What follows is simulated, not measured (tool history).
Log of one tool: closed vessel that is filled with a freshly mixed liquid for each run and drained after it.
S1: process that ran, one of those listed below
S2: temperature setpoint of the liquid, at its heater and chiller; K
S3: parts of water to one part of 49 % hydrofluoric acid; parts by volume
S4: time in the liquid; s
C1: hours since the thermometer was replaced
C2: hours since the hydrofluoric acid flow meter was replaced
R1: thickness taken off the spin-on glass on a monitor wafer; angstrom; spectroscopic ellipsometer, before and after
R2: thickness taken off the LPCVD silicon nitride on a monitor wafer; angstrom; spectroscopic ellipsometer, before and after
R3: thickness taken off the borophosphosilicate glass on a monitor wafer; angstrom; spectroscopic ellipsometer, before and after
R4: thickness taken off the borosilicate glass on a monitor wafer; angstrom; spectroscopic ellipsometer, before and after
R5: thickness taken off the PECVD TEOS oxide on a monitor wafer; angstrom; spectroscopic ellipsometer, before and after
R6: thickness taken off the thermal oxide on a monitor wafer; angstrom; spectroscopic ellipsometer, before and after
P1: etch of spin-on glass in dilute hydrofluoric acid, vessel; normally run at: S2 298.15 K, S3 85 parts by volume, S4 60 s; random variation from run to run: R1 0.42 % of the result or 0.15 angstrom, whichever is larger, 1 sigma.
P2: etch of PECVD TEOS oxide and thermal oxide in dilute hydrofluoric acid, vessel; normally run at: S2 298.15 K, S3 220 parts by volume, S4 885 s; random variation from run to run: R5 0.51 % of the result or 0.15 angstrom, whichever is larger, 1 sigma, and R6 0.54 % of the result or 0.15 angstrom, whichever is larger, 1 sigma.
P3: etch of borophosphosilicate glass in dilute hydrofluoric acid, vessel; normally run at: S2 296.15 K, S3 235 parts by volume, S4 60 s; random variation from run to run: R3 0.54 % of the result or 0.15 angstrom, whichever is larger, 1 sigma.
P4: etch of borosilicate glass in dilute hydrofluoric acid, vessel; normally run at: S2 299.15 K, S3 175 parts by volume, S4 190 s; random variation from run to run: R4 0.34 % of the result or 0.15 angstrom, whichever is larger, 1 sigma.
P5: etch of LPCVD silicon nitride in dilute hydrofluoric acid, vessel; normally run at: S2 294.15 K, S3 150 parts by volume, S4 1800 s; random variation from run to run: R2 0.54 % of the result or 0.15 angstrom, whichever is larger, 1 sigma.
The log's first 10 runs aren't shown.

Run 11, hour 167.1: S1 P2, S2 298.15 K, S3 220 parts by volume, S4 885 s; C1 705.1; C2 552.1. Result: R5 573.32 angstrom, R6 165.740 angstrom.
Run 12, hour 185.2: S1 P3, S2 296.15 K, S3 235 parts by volume, S4 30 s; C1 723.2; C2 570.2. Result: R3 71.756 angstrom.
Run 13, hour 199.1: S1 P1, S2 298.15 K, S3 85 parts by volume, S4 30 s; C1 737.1; C2 584.1. Result: R1 113.39 angstrom.
Run 14, hour 217.0: S1 P3, S2 296.15 K, S3 415 parts by volume, S4 60 s; C1 755.0; C2 602.0. Result: R3 68.591 angstrom.
Run 15, hour 227.8: S1 P1, S2 298.15 K, S3 85 parts by volume, S4 95 s; C1 765.8; C2 612.8. Result: R1 358.48 angstrom.
Run 16, hour 239.7: S1 P1, S2 298.15 K, S3 85 parts by volume, S4 60 s; C1 777.7; C2 624.7. Result: R1 224.48 angstrom.
Run 17, hour 250.2: S1 P4, S2 299.15 K, S3 45 parts by volume, S4 190 s; C1 788.2; C2 635.2. Result: R4 1217.800 angstrom.
Run 18, hour 265.3: S1 P4, S2 299.15 K, S3 175 parts by volume, S4 190 s; C1 803.3; C2 650.3. Result: R4 266.290 angstrom.
Run 19, hour 275.6: S1 P1, S2 303.15 K, S3 85 parts by volume, S4 60 s; C1 813.6; C2 660.6. Result: R1 274.22 angstrom.
Run 20, hour 287.8: S1 P1, S2 298.15 K, S3 30 parts by volume, S4 60 s; C1 825.8; C2 672.8. Result: R1 686.86 angstrom.
At hour 304.9: thermometer replaced.
Run 21, hour 306.0: S1 P1, S2 298.15 K, S3 85 parts by volume, S4 60 s; C1 1.2; C2 691.0. Result: R1 226.71 angstrom.
Run 22, hour 324.5: S1 P1, S2 298.15 K, S3 85 parts by volume, S4 60 s; C1 19.7; C2 709.5. Result: R1 225.81 angstrom.
Run 23, hour 335.3: S1 P1, S2 298.15 K, S3 85 parts by volume, S4 60 s; C1 30.5; C2 720.3. Result: R1 225.86 angstrom.
Run 24, hour 353.7: S1 P2, S2 298.15 K, S3 400 parts by volume, S4 885 s; C1 48.9; C2 738.7. Result: R5 262.47 angstrom, R6 76.188 angstrom.
Run 25, hour 367.2: S1 P2, S2 298.15 K, S3 220 parts by volume, S4 885 s; C1 62.4; C2 752.2. Result: R5 572.79 angstrom, R6 166.600 angstrom.
Run 26, hour 381.8: S1 P1, S2 298.15 K, S3 125 parts by volume, S4 60 s; C1 77.0; C2 766.8. Result: R1 146.55 angstrom.
Run 27, hour 398.6: S1 P1, S2 298.15 K, S3 145 parts by volume, S4 30 s; C1 93.8; C2 783.6. Result: R1 61.61 angstrom.
Run 28, hour 412.0: S1 P2, S2 290.65 K, S3 220 parts by volume, S4 885 s; C1 107.2; C2 797.0. Result: R5 429.05 angstrom, R6 124.850 angstrom.
Run 29, hour 429.9: S1 P2, S2 298.15 K, S3 220 parts by volume, S4 1660 s; C1 125.1; C2 814.9. Result: R5 1079.70 angstrom, R6 310.970 angstrom.

Run 30 comes next. What will it give?
Run 30, hour 440.7: S1 P1, S2 291.15 K, S3 85 parts by volume, S4 60 s; C1 135.9; C2 825.7. Result: R1 ?.

Run 30 gave R1 167.90 angstrom.
